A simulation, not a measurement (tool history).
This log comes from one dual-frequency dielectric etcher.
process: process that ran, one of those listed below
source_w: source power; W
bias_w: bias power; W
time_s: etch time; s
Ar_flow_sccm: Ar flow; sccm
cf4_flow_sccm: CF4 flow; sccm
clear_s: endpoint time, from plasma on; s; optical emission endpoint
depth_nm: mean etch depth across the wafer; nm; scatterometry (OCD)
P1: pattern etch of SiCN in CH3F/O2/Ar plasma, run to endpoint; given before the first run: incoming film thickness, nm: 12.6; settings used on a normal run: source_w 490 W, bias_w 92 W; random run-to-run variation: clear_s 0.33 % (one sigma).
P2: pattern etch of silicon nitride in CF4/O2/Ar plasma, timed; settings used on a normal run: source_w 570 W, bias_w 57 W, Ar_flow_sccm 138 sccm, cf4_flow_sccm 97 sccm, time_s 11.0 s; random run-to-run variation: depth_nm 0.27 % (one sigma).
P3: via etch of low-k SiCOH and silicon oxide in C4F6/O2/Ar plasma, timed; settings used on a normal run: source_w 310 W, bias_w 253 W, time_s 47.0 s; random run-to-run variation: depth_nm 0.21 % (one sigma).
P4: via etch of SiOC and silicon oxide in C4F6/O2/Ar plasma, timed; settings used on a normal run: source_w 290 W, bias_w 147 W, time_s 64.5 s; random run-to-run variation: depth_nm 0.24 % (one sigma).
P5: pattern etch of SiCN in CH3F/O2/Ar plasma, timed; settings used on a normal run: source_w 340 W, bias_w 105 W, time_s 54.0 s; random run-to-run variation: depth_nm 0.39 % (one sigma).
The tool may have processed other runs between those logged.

run	hour	process	source_w	bias_w	time_s	Ar_flow_sccm	cf4_flow_sccm	hours since the last wet clean	hours since the last source power generator calibration	hours since the last bias power generator calibration	clear_s	depth_nm
1	12.7	P1	490	92				329.6	560.7	1691.7	28.607	
2	19.1	P4	290	147	64.5			336.0	567.1	1698.1		59.914
3	31.2	P1	640	92				348.1	579.2	1710.2	25.879	
4	43.2	P2	570	57	11.0	138	97	360.1	591.2	1722.2		23.095
5	54.3	P2	570	57	14.5	138	97	371.2	602.3	1733.3		30.417
6	69.0	P2	450	57	11.0	138	97	385.9	617.0	1748.0		18.789
7	76.3	P1	490	92				393.2	624.3	1755.3	28.499	
8	89.0	P4	290	147	64.5			405.9	637.0	1768.0		59.840
9	102.4	P2	570	57	11.0	84	97	419.3	650.4	1781.4		24.611
10	114.4	P5	470	105	54.0			431.3	662.4	1793.4		24.990
11	123.6	P4	350	147	64.5			440.5	671.6	1802.6		64.593
12	133.7	P3	310	151	47.0			450.6	681.7	1812.7		91.180
13	141.5	P1	490	124				458.4	689.5	1820.5	25.401	
14	155.4	P4	290	177	64.5			472.3	703.4	1834.4		63.518
15	165.1	P5	340	105	76.0			482.0	713.1	1844.1		31.075
16	175.7	P1	490	92				492.6	723.7	1854.7	28.568	
17	184.7	P1	490	70				501.6	732.7	1863.7	31.515	
18	196.4	P1	490	92				513.3	744.4	1875.4	28.515	
19	207.9	P1	320	92				524.8	755.9	1886.9	33.360	
20	218.4	P4	290	147	96.0			535.3	766.4	1897.4		88.732
21	229.9	P1	590	60				546.8	777.9	1908.9	30.881	
22	244.2	P2	570	57	11.0	138	97	561.1	792.2	1923.2		23.134
23	257.7	P3	310	253	47.0			574.6	805.7	1936.7		108.110
24	269.1	P3	310	253	68.5			586.0	817.1	1948.1		158.030
25	275.6	P2	570	57	11.0	138	136	592.5	823.6	1954.6		24.088
26	283.1	P2	570	43	11.0	138	97	600.0	831.1	1962.1		20.713
27	293.5	P1	490	92				610.4	841.5	1972.5	28.758	
28	300.0	P3	220	253	47.0			616.9	848.0	1979.0		95.100
29	306.3	P5	340	105	54.0			623.2	854.3	1985.3		22.217
30	313.0	P5	340	63	54.0			629.9	861.0	1992.0		18.332
31	319.5	P1	490	92				636.4	867.5	1998.5	28.552	
32	332.2	P1	490	92				649.1	880.2	2011.2	28.165	
33	341.6	P1	490	92				658.5	889.6	2020.6	28.279	
34	351.7	P1	490	92				668.6	899.7	2030.7	28.121	
35	363.3	P1	490	92				680.2	911.3	2042.3	27.954	
# hour 370.3: wet clean of the chamber
36	371.9	P1	490	92				1.6	919.9	2050.9	28.057	
37	386.4	P1	490	92				16.1	934.4	2065.4	27.928	
38	398.7	P1	490	92				28.4	946.7	2077.7	28.188	

The output of P1 has drifted from where it used to be. Each of the 2 causes below, taken at the size shown beside it, accounts for the log equally well:
A: bias power that arrives over what is set, % = 4.63
B: source power that arrives over what is set, % = 4.58
The drift started at roughly hour 319.5.
Other possible causes, and why each is ruled out:
chamber walls in a state that raises the etch rate, %: its service at hour 370.3 followed the start of the drift and did not put the process back to its old value

4 check runs are offered, one wafer each, their results left as question marks. Which one tells the causes apart?
check 1	411.0	P2	570	57	11.0	138	97					?
check 2	411.0	P4	290	147	64.5							?
check 3	411.0	P5	340	105	54.0							?
check 4	411.0	P3	310	253	47.0							?

Outcome of each check run for each possible cause:
check	result	if A	if B
check 1	depth_nm	23.512	24.002
check 2	depth_nm	60.754	60.942
check 3	depth_nm	22.479	22.456
check 4	depth_nm	109.890	110.040
How far apart the two closest causes lie, in the result that separates them most: check 1 2.06 %; check 2 0.31 %; check 3 0.1 %; check 4 0.14 %
Check 1 tells the causes apart: in the others they would give nearly the same result.

Check 1 was carried out, with these results: depth_nm 23.425 nm. Which of the listed causes is responsible?

It was cause A: bias power that arrives over what is set, %.

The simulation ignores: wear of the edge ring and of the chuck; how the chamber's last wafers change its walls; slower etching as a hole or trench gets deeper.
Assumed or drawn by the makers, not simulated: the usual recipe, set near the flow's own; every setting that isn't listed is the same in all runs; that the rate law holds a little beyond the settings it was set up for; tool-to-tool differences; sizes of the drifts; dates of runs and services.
